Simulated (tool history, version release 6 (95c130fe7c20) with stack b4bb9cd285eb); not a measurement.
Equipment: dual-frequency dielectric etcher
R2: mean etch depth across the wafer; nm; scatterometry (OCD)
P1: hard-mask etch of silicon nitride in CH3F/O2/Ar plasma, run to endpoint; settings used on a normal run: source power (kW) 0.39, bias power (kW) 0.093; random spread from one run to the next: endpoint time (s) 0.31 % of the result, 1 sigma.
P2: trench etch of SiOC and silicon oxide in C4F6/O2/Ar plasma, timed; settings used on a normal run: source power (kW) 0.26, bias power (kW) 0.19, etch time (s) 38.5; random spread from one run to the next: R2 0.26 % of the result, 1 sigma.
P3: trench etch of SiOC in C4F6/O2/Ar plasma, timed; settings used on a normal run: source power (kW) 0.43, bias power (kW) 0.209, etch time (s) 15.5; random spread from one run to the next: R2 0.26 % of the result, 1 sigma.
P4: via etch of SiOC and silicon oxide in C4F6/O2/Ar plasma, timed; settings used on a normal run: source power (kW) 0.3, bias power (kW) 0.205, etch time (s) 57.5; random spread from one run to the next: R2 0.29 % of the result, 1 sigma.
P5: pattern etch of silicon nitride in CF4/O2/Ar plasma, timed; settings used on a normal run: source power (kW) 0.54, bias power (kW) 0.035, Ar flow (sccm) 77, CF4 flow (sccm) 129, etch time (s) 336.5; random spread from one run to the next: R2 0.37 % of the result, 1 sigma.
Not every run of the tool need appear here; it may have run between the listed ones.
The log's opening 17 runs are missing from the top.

run 18 hour=111.1 | process_that_ran=P5 source_power_(kW)=0.54 bias_power_(kW)=0.046 etch_time_(s)=336.5 Ar_flow_(sccm)=77 CF4_flow_(sccm)=129 | R2=710.23
run 19 hour=118.1 | process_that_ran=P3 source_power_(kW)=0.43 bias_power_(kW)=0.209 etch_time_(s)=15.5 | R2=34.853
run 20 hour=122.3 | process_that_ran=P5 source_power_(kW)=0.54 bias_power_(kW)=0.035 etch_time_(s)=336.5 Ar_flow_(sccm)=77 CF4_flow_(sccm)=155 | R2=659.87
-- hour=123.7 bias power generator calibrated
run 21 hour=130.4 | process_that_ran=P1 source_power_(kW)=0.39 bias_power_(kW)=0.093 | endpoint_time_(s)=65.404
run 22 hour=138.9 | process_that_ran=P4 source_power_(kW)=0.3 bias_power_(kW)=0.205 etch_time_(s)=43.5 | R2=46.396
run 23 hour=146.3 | process_that_ran=P4 source_power_(kW)=0.3 bias_power_(kW)=0.205 etch_time_(s)=57.5 | R2=61.095
run 24 hour=150.5 | process_that_ran=P2 source_power_(kW)=0.26 bias_power_(kW)=0.247 etch_time_(s)=38.5 | R2=70.624
run 25 hour=154.4 | process_that_ran=P3 source_power_(kW)=0.6 bias_power_(kW)=0.209 etch_time_(s)=15.5 | R2=39.699
run 26 hour=158.3 | process_that_ran=P2 source_power_(kW)=0.2 bias_power_(kW)=0.19 etch_time_(s)=38.5 | R2=58.806
run 27 hour=164.2 | process_that_ran=P5 source_power_(kW)=0.54 bias_power_(kW)=0.035 etch_time_(s)=336.5 Ar_flow_(sccm)=77 CF4_flow_(sccm)=129 | R2=653.04
run 28 hour=168.4 | process_that_ran=P5 source_power_(kW)=0.54 bias_power_(kW)=0.035 etch_time_(s)=185 Ar_flow_(sccm)=77 CF4_flow_(sccm)=129 | R2=358.75
run 29 hour=177.4 | process_that_ran=P3 source_power_(kW)=0.43 bias_power_(kW)=0.209 etch_time_(s)=15.5 | R2=34.832
run 30 hour=183.3 | process_that_ran=P3 source_power_(kW)=0.43 bias_power_(kW)=0.296 etch_time_(s)=15.5 | R2=39.129
run 31 hour=191.6 | process_that_ran=P1 source_power_(kW)=0.52 bias_power_(kW)=0.093 | endpoint_time_(s)=58.232
run 32 hour=199.1 | process_that_ran=P5 source_power_(kW)=0.54 bias_power_(kW)=0.035 etch_time_(s)=336.5 Ar_flow_(sccm)=101 CF4_flow_(sccm)=129 | R2=628.6
run 33 hour=204.8 | process_that_ran=P1 source_power_(kW)=0.39 bias_power_(kW)=0.093 | endpoint_time_(s)=65.013
run 34 hour=213.5 | process_that_ran=P1 source_power_(kW)=0.39 bias_power_(kW)=0.093 | endpoint_time_(s)=65.105
run 35 hour=218.1 | process_that_ran=P1 source_power_(kW)=0.39 bias_power_(kW)=0.093 | endpoint_time_(s)=64.384

Run 36 comes next. What will it give?
run 36 hour=225.4 | process_that_ran=P1 source_power_(kW)=0.39 bias_power_(kW)=0.093 | endpoint_time_(s)=?

{"run 36": {"endpoint time (s)": 64.308}}
